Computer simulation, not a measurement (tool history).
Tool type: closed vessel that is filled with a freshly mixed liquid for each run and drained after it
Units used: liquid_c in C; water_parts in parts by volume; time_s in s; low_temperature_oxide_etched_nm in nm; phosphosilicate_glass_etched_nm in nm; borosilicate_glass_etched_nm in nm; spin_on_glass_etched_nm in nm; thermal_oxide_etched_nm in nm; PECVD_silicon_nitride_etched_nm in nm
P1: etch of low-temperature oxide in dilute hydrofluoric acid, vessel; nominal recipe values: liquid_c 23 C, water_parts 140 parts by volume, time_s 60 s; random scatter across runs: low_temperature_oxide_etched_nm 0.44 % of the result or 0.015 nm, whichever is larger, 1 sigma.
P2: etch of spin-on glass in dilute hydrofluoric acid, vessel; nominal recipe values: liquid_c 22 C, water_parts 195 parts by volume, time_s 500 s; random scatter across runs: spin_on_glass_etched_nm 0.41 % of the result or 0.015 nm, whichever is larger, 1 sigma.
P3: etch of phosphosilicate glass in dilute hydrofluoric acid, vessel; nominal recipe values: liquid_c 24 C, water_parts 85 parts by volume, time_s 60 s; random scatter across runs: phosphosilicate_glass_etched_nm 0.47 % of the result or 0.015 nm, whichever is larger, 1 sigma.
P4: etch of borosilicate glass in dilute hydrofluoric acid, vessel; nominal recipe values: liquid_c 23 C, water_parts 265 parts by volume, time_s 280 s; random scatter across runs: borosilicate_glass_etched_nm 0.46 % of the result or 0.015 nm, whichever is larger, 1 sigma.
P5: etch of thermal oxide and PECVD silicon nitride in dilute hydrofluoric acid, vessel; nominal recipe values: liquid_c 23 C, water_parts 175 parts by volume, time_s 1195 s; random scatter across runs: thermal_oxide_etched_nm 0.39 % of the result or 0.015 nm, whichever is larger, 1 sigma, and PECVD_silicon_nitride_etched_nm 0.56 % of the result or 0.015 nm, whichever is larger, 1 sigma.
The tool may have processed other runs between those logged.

run,hour,process,liquid_c,water_parts,time_s,low_temperature_oxide_etched_nm,phosphosilicate_glass_etched_nm,borosilicate_glass_etched_nm,spin_on_glass_etched_nm,thermal_oxide_etched_nm,PECVD_silicon_nitride_etched_nm
1,5.5,P1,23,140,60,9.8593,,,,,
2,10,P3,24,85,60,,77.523,,,,
3,14.4,P1,23,140,60,9.8658,,,,,
4,23,P4,17,265,280,,,15.053,,,
5,29.9,P2,22,195,30,,,,3.4042,,
6,34.3,P3,18,85,60,,60.412,,,,
7,39.9,P5,23,175,1195,,,,,27.85,19.584
8,43.8,P4,23,265,280,,,18.902,,,
9,50.8,P5,30,175,1195,,,,,36.178,30.507
10,58.3,P5,23,175,2205,,,,,51.257,36.041
11,66.7,P1,23,140,60,9.859,,,,,
12,73.6,P2,22,280,500,,,,36.537,,
13,81.5,P1,23,85,30,8.6981,,,,,
14,86,P5,23,25,1195,,,,,233.25,131.88
15,90.2,P1,23,225,60,5.653,,,,,
16,98.9,P1,17,140,60,7.734,,,,,
17,106,P2,17,195,500,,,,47.298,,
18,110.7,P2,22,195,500,,,,57.665,,
19,119.2,P1,23,140,60,9.9302,,,,,
20,125,P4,23,400,280,,,11.021,,,
21,133.4,P2,22,195,500,,,,57.796,,
22,140.9,P1,23,140,30,4.9334,,,,,
23,148.7,P4,23,265,75,,,5.048,,,
24,155.1,P1,30.5,140,60,13.103,,,,,
25,159,P3,24,85,30,,39.031,,,,
26,162.9,P5,23,175,1195,,,,,27.859,19.425
27,167.1,P1,23,140,60,9.8346,,,,,
28,171.3,P4,23,265,280,,,19.116,,,
29,177.5,P3,24,130,60,,48.263,,,,
30,184.4,P1,23,140,95,15.639,,,,,
31,190.2,P1,23,25,60,63.722,,,,,
32,197.4,P1,23,140,60,9.9213,,,,,
33,201.8,P1,23,140,60,9.7281,,,,,
34,205.7,P1,23,140,60,9.5393,,,,,
35,210.4,P1,23,140,60,9.4301,,,,,
36,217.6,P1,23,140,60,9.3377,,,,,
37,223.8,P1,23,140,60,9.3045,,,,,
38,228.2,P1,23,140,60,9.1975,,,,,
39,236.4,P1,23,140,60,9.2407,,,,,
40,244.4,P1,23,140,60,9.1948,,,,,
41,251.3,P1,23,140,60,9.2183,,,,,

The log shows P1 creeping away from where it was. Any of the 2 causes listed here, at the size stated for it, fits the log just as well as the others:
A: hydrofluoric acid flow below the setpoint (%) = 5.87
B: liquid colder than its thermometer reads (K) = 1.8
The onset of the drift is placed at about hour 197.4.

Consider the 4 single-wafer check runs listed below, results given as question marks: which one distinguishes between the causes by giving clearly different results for each?
check 1,258.2,P4,17,265,80,,,?,,,
check 2,258.2,P3,19.5,85,60,,?,,,,
check 3,258.2,P5,29,175,1800,,,,,?,?
check 4,258.2,P2,17,195,70,,,,?,,

Check results expected under each cause:
check,result,if A,if B
check 1,borosilicate_glass_etched_nm,4.0057,4.0238
check 2,phosphosilicate_glass_etched_nm,60.465,59.916
check 3,thermal_oxide_etched_nm,48.629,49.076
check 3,PECVD_silicon_nitride_etched_nm,40.463,38.509
check 4,spin_on_glass_etched_nm,6.1765,6.1699
Distance between the nearest two causes, measured in the result of the check that separates them most: check 1 0.45 %; check 2 0.91 %; check 3 4.95 %; check 4 0.11 %
Check 3 is the one run that separates the causes; every other check would come out nearly the same whichever cause is at work.

Here is what check 3 returned: thermal_oxide_etched_nm 48.337 nm; PECVD_silicon_nitride_etched_nm 40.498 nm. Which cause is it?

It was cause A: hydrofluoric acid flow below the setpoint (%).
